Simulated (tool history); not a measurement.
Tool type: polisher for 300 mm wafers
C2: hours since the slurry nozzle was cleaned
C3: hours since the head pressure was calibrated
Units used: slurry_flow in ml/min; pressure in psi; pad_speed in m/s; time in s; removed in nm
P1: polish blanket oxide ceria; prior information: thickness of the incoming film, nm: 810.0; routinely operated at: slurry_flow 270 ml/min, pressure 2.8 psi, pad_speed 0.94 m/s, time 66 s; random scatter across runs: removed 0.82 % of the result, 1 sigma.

Run 1, hour 5: slurry_flow 270 ml/min, pressure 2.8 psi, pad_speed 0.94 m/s, time 66 s; wafers polished on this pad 538; C2 140; C3 507.5. Result: removed 209.28 nm.
Run 2, hour 7.9: slurry_flow 195 ml/min, pressure 2.8 psi, pad_speed 0.94 m/s, time 32 s; wafers polished on this pad 569; C2 142.9; C3 510.4. Result: removed 99.785 nm.
Run 3, hour 12.3: slurry_flow 160 ml/min, pressure 2.8 psi, pad_speed 0.94 m/s, time 66 s; wafers polished on this pad 616; C2 147.3; C3 514.8. Result: removed 196.12 nm.
Run 4, hour 15.2: slurry_flow 270 ml/min, pressure 2.8 psi, pad_speed 0.94 m/s, time 44 s; wafers polished on this pad 647; C2 150.2; C3 517.7. Result: removed 138.78 nm.
Run 5, hour 17.5: slurry_flow 270 ml/min, pressure 2.8 psi, pad_speed 0.56 m/s, time 66 s; wafers polished on this pad 672; C2 152.5; C3 520. Result: removed 126.85 nm.
Run 6, hour 22.4: slurry_flow 395 ml/min, pressure 2.8 psi, pad_speed 0.94 m/s, time 91 s; wafers polished on this pad 724; C2 157.4; C3 524.9. Result: removed 297.84 nm.
Run 7, hour 25.5: slurry_flow 270 ml/min, pressure 4.4 psi, pad_speed 0.94 m/s, time 66 s; wafers polished on this pad 757; C2 160.5; C3 528. Result: removed 330.01 nm.
Run 8, hour 28.6: slurry_flow 365 ml/min, pressure 2.8 psi, pad_speed 0.94 m/s, time 66 s; wafers polished on this pad 791; C2 163.6; C3 531.1. Result: removed 215.83 nm.
Run 9, hour 32.3: slurry_flow 270 ml/min, pressure 2.8 psi, pad_speed 0.94 m/s, time 66 s; wafers polished on this pad 830; C2 167.3; C3 534.8. Result: removed 212.44 nm.
Run 10, hour 34.6: slurry_flow 270 ml/min, pressure 2.8 psi, pad_speed 0.94 m/s, time 103 s; wafers polished on this pad 855; C2 169.6; C3 537.1. Result: removed 334.45 nm.
Run 11, hour 37.8: slurry_flow 270 ml/min, pressure 2.8 psi, pad_speed 0.94 m/s, time 66 s; wafers polished on this pad 889; C2 172.8; C3 540.3. Result: removed 211.36 nm.
Run 12, hour 41.3: slurry_flow 185 ml/min, pressure 4 psi, pad_speed 0.94 m/s, time 66 s; wafers polished on this pad 926; C2 176.3; C3 543.8. Result: removed 286.96 nm.
Run 13, hour 44.4: slurry_flow 270 ml/min, pressure 2.8 psi, pad_speed 0.94 m/s, time 66 s; wafers polished on this pad 959; C2 179.4; C3 546.9. Result: removed 211.31 nm.
Run 14, hour 46.7: slurry_flow 270 ml/min, pressure 2.8 psi, pad_speed 1.22 m/s, time 66 s; wafers polished on this pad 984; C2 181.7; C3 549.2. Result: removed 269.74 nm.
Run 15, hour 51.3: slurry_flow 270 ml/min, pressure 2.8 psi, pad_speed 0.94 m/s, time 66 s; wafers polished on this pad 1033; C2 186.3; C3 553.8. Result: removed 211.85 nm.
Run 16, hour 55.5: slurry_flow 270 ml/min, pressure 1.4 psi, pad_speed 0.94 m/s, time 66 s; wafers polished on this pad 1078; C2 190.5; C3 558. Result: removed 105.35 nm.
Run 17, hour 57.7: slurry_flow 270 ml/min, pressure 2.8 psi, pad_speed 0.94 m/s, time 66 s; wafers polished on this pad 1101; C2 192.7; C3 560.2. Result: removed 212.74 nm.
Run 18, hour 60.9: slurry_flow 270 ml/min, pressure 2.8 psi, pad_speed 0.94 m/s, time 66 s; wafers polished on this pad 1136; C2 195.9; C3 563.4. Result: removed 206.65 nm.
Run 19, hour 65.2: slurry_flow 270 ml/min, pressure 2.8 psi, pad_speed 0.94 m/s, time 66 s; wafers polished on this pad 1181; C2 200.2; C3 567.7. Result: removed 200.09 nm.
At hour 67.1: head pressure recalibrated.
Run 20, hour 69.9: slurry_flow 270 ml/min, pressure 2.8 psi, pad_speed 0.94 m/s, time 66 s; wafers polished on this pad 1232; C2 204.9; C3 2.9. Result: removed 198.47 nm.
Run 21, hour 73: slurry_flow 270 ml/min, pressure 2.8 psi, pad_speed 0.94 m/s, time 66 s; wafers polished on this pad 1265; C2 208; C3 6. Result: removed 199.84 nm.
Run 22, hour 75.9: slurry_flow 270 ml/min, pressure 2.8 psi, pad_speed 0.94 m/s, time 66 s; wafers polished on this pad 1296; C2 210.9; C3 8.9. Result: removed 198.94 nm.
Run 23, hour 78.7: slurry_flow 270 ml/min, pressure 2.8 psi, pad_speed 0.94 m/s, time 66 s; wafers polished on this pad 1326; C2 213.7; C3 11.7. Result: removed 199.58 nm.

P1 has crept away from where it was. The log is fitted equally well by each of these 2 causes, at the sizes shown:
A: removal rate lost through wear of the pad, % = 5.44
B: slurry flow missing at the pad, % = 36.1
The creep began at about hour 57.7.
Ruled out, with reasons:
head's pressure below its setpoint, %: serviced at hour 67.1, after the drift had started, without restoring the earlier output

Which of the check runs below tells the causes apart, meaning the causes would give it clearly different results? Each run uses 3 wafers whose results are averaged, and each result is shown as a question mark.
Run check 1, hour 81.5: slurry_flow 270 ml/min, pressure 2.8 psi, pad_speed 0.62 m/s, time 95 s. Result: removed ?.
Run check 2, hour 81.5: slurry_flow 270 ml/min, pressure 4.4 psi, pad_speed 0.94 m/s, time 66 s. Result: removed ?.
Run check 3, hour 81.5: slurry_flow 270 ml/min, pressure 1.8 psi, pad_speed 0.94 m/s, time 101 s. Result: removed ?.
Run check 4, hour 81.5: slurry_flow 160 ml/min, pressure 3.8 psi, pad_speed 0.94 m/s, time 66 s. Result: removed ?.

If the cause were each of the candidates in turn, the checks would give the following:
  check   result    if A    if B
check 1  removed  189.37  189.36
check 2  removed  313.44  313.44
check 3  removed  196.23  196.22
check 4  removed  252.93  244.24
Distance between the nearest two causes, measured in the result of the check that separates them most: check 1 0 %; check 2 0 %; check 3 0 %; check 4 3.49 %
Check 4 tells the causes apart: in the others they would give nearly the same result.

After running check 4, the following was obtained: removed 242.21 nm. Which cause does this point to?

Of the candidate causes, it is B: slurry flow missing at the pad, %.

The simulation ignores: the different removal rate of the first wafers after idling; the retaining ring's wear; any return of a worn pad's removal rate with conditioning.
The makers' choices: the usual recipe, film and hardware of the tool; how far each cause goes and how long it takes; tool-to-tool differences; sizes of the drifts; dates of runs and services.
